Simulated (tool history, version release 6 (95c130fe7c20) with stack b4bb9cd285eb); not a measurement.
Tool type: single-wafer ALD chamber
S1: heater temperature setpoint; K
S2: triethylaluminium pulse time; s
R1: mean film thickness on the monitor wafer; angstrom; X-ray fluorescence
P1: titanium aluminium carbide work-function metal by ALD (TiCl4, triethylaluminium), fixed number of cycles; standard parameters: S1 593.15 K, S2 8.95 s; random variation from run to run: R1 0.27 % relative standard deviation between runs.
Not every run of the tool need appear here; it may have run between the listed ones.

{"run": 1, "hour": 10.2, "S1": 593.15, "S2": 8.95, "R1": 21.469}
{"run": 2, "hour": 24.7, "S1": 579.15, "S2": 8.95, "R1": 20.241}
{"run": 3, "hour": 41.2, "S1": 593.15, "S2": 8.95, "R1": 21.574}
{"run": 4, "hour": 52.5, "S1": 617.15, "S2": 8.95, "R1": 23.595}
{"run": 5, "hour": 65.0, "S1": 603.15, "S2": 6.05, "R1": 20.609}
{"run": 6, "hour": 75.5, "S1": 593.15, "S2": 8.95, "R1": 21.535}
{"run": 7, "hour": 90.5, "S1": 593.15, "S2": 11.92, "R1": 22.157}
{"run": 8, "hour": 99.1, "S1": 593.15, "S2": 8.95, "R1": 21.456}
{"run": 9, "hour": 116.1, "S1": 593.15, "S2": 3.43, "R1": 15.649}
{"run": 10, "hour": 133.1, "S1": 593.15, "S2": 8.95, "R1": 21.545}
{"run": 11, "hour": 146.0, "S1": 593.15, "S2": 8.95, "R1": 21.499}
{"run": 12, "hour": 158.6, "S1": 593.15, "S2": 8.95, "R1": 21.404}

What will run 13 give?
{"run": 13, "hour": 171.7, "S1": 593.15, "S2": 8.95, "R1": "?"}

R1: 21.316 angstrom
